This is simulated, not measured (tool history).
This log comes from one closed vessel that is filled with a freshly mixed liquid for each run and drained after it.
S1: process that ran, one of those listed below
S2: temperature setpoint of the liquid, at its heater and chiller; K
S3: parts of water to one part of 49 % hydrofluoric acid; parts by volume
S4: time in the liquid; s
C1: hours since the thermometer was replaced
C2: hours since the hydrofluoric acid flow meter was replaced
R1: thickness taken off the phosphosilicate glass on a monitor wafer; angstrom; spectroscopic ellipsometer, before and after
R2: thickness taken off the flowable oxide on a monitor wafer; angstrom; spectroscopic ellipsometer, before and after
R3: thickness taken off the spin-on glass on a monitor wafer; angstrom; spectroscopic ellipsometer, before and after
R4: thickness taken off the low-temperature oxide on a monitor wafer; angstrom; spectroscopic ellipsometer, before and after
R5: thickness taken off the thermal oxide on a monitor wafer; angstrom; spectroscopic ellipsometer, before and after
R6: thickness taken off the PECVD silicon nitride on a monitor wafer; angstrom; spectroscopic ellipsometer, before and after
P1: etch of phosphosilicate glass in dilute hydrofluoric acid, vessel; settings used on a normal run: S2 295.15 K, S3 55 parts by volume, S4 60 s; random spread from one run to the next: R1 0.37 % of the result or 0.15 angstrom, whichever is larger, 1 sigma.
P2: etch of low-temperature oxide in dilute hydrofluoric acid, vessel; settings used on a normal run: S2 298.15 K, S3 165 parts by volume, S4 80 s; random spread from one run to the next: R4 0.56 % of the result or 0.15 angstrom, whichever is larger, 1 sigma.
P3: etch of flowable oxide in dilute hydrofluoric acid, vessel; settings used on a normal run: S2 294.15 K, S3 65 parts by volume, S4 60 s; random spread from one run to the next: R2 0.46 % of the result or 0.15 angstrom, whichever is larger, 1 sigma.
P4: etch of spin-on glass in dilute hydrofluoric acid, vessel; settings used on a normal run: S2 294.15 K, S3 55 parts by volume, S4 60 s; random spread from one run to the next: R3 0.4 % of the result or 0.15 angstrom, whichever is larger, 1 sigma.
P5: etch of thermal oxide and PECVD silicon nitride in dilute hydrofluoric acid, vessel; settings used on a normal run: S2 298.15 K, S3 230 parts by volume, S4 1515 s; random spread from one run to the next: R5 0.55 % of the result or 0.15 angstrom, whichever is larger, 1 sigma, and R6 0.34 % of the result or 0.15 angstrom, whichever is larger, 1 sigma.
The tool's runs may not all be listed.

run 1 hour=14.8 | S1=P1 S2=295.15 S3=55 S4=60 | C1=770.4 C2=504.6 | R1=654.49
run 2 hour=22.6 | S1=P3 S2=294.15 S3=25 S4=60 | C1=778.2 C2=512.4 | R2=662.91
run 3 hour=39.6 | S1=P1 S2=295.15 S3=55 S4=60 | C1=795.2 C2=529.4 | R1=656.24
run 4 hour=54.8 | S1=P4 S2=290.15 S3=55 S4=60 | C1=810.4 C2=544.6 | R3=384.91
run 5 hour=63.3 | S1=P1 S2=295.15 S3=55 S4=60 | C1=818.9 C2=553.1 | R1=653.90
run 6 hour=80.4 | S1=P1 S2=295.15 S3=100 S4=60 | C1=836.0 C2=570.2 | R1=342.28
run 7 hour=89.2 | S1=P2 S2=298.15 S3=75 S4=80 | C1=844.8 C2=579.0 | R4=276.950
run 8 hour=101.1 | S1=P1 S2=290.15 S3=55 S4=60 | C1=856.7 C2=590.9 | R1=529.21
run 9 hour=111.1 | S1=P1 S2=295.15 S3=55 S4=60 | C1=866.7 C2=600.9 | R1=662.08
run 10 hour=127.5 | S1=P4 S2=294.15 S3=55 S4=30 | C1=883.1 C2=617.3 | R3=228.43
run 11 hour=139.5 | S1=P1 S2=295.15 S3=55 S4=60 | C1=895.1 C2=629.3 | R1=658.05
run 12 hour=154.5 | S1=P3 S2=294.15 S3=65 S4=30 | C1=910.1 C2=644.3 | R2=122.23
run 13 hour=164.0 | S1=P4 S2=294.15 S3=55 S4=60 | C1=919.6 C2=653.8 | R3=459.29
run 14 hour=176.3 | S1=P5 S2=302.15 S3=230 S4=1515 | C1=931.9 C2=666.1 | R5=311.44 R6=152.260
run 15 hour=186.8 | S1=P1 S2=295.15 S3=55 S4=30 | C1=942.4 C2=676.6 | R1=327.05
run 16 hour=202.0 | S1=P2 S2=298.15 S3=165 S4=130 | C1=957.6 C2=691.8 | R4=184.510
run 17 hour=213.9 | S1=P2 S2=298.15 S3=165 S4=80 | C1=969.5 C2=703.7 | R4=112.550
-- hour=221.0 thermometer replaced
run 18 hour=230.2 | S1=P5 S2=298.15 S3=375 S4=1515 | C1=9.3 C2=720.0 | R5=143.38 R6=73.781
run 19 hour=240.7 | S1=P1 S2=295.15 S3=100 S4=30 | C1=19.8 C2=730.5 | R1=170.57
-- hour=250.5 hydrofluoric acid flow meter replaced
run 20 hour=251.0 | S1=P1 S2=295.15 S3=30 S4=60 | C1=30.1 C2=0.5 | R1=1242.80
run 21 hour=263.2 | S1=P2 S2=292.15 S3=165 S4=80 | C1=42.3 C2=12.7 | R4=89.231
run 22 hour=279.4 | S1=P1 S2=295.15 S3=55 S4=100 | C1=58.5 C2=28.9 | R1=1084.90
run 23 hour=294.2 | S1=P1 S2=299.15 S3=55 S4=60 | C1=73.3 C2=43.7 | R1=775.10
run 24 hour=306.4 | S1=P4 S2=294.15 S3=55 S4=60 | C1=85.5 C2=55.9 | R3=458.58
run 25 hour=318.5 | S1=P5 S2=298.15 S3=230 S4=1515 | C1=97.6 C2=68.0 | R5=272.09 R6=119.160
run 26 hour=330.6 | S1=P1 S2=290.15 S3=55 S4=95 | C1=109.7 C2=80.1 | R1=835.51
run 27 hour=340.6 | S1=P4 S2=294.15 S3=85 S4=60 | C1=119.7 C2=90.1 | R3=283.39
run 28 hour=355.2 | S1=P3 S2=294.15 S3=65 S4=60 | C1=134.3 C2=104.7 | R2=242.72
run 29 hour=367.2 | S1=P5 S2=298.15 S3=230 S4=2350 | C1=146.3 C2=116.7 | R5=422.01 R6=185.020
run 30 hour=383.2 | S1=P1 S2=295.15 S3=55 S4=60 | C1=162.3 C2=132.7 | R1=654.94
run 31 hour=396.1 | S1=P3 S2=299.15 S3=65 S4=60 | C1=175.2 C2=145.6 | R2=300.52
run 32 hour=412.1 | S1=P1 S2=295.15 S3=55 S4=60 | C1=191.2 C2=161.6 | R1=658.86
run 33 hour=421.9 | S1=P1 S2=295.15 S3=55 S4=60 | C1=201.0 C2=171.4 | R1=643.11
run 34 hour=437.7 | S1=P1 S2=295.15 S3=55 S4=60 | C1=216.8 C2=187.2 | R1=625.08
run 35 hour=447.6 | S1=P1 S2=295.15 S3=55 S4=60 | C1=226.7 C2=197.1 | R1=617.78
run 36 hour=460.0 | S1=P1 S2=295.15 S3=55 S4=60 | C1=239.1 C2=209.5 | R1=612.41
run 37 hour=470.5 | S1=P1 S2=295.15 S3=55 S4=60 | C1=249.6 C2=220.0 | R1=603.44
run 38 hour=481.4 | S1=P1 S2=295.15 S3=55 S4=60 | C1=260.5 C2=230.9 | R1=608.27
run 39 hour=491.1 | S1=P1 S2=295.15 S3=55 S4=60 | C1=270.2 C2=240.6 | R1=605.42
run 40 hour=503.2 | S1=P1 S2=295.15 S3=55 S4=60 | C1=282.3 C2=252.7 | R1=606.65
run 41 hour=517.7 | S1=P1 S2=295.15 S3=55 S4=60 | C1=296.8 C2=267.2 | R1=607.55
run 42 hour=535.0 | S1=P1 S2=295.15 S3=55 S4=60 | C1=314.1 C2=284.5 | R1=602.49

The log shows P1 creeping away from where it was. Any of the 2 causes listed here, at the size stated for it, fits the log just as well as the others:
A: hydrofluoric acid flow below the setpoint (%) = 7.65
B: liquid colder than its thermometer reads (K) = 2.03
The onset of the drift is placed at about hour 412.1.

Listed below are the offered check runs, one wafer per run, with question marks in place of results. For which of them would the causes give clearly different outcomes?
run check 1 hour=552.3 | S1=P4 S2=294.15 S3=55 S4=30 | R3=?
run check 2 hour=552.3 | S1=P5 S2=298.15 S3=365 S4=1515 | R5=? R6=?
run check 3 hour=552.3 | S1=P2 S2=292.65 S3=80 S4=80 | R4=?
run check 4 hour=552.3 | S1=P3 S2=298.15 S3=65 S4=30 | R2=?

What every check run would give for each of its results, assuming each possible cause in turn:
check=check_1 result=R3 if_A=209.91 if_B=209.76
check=check_2 result=R5 if_A=134.02 if_B=139.45
check=check_2 result=R6 if_A=69.533 if_B=66.677
check=check_3 result=R4 if_A=187.950 if_B=188.240
check=check_4 result=R2 if_A=131.89 if_B=132.43
Distance between the nearest two causes, measured in the result of the check that separates them most: check 1 0.07 %; check 2 4.19 %; check 3 0.15 %; check 4 0.41 %
Only in check 2 would the causes give clearly different results; in the remaining checks their results would be nearly the same.

Check 2 was then run and gave: R5 133.92 angstrom; R6 69.765 angstrom. Which cause is it?

It is A: hydrofluoric acid flow below the setpoint (%).
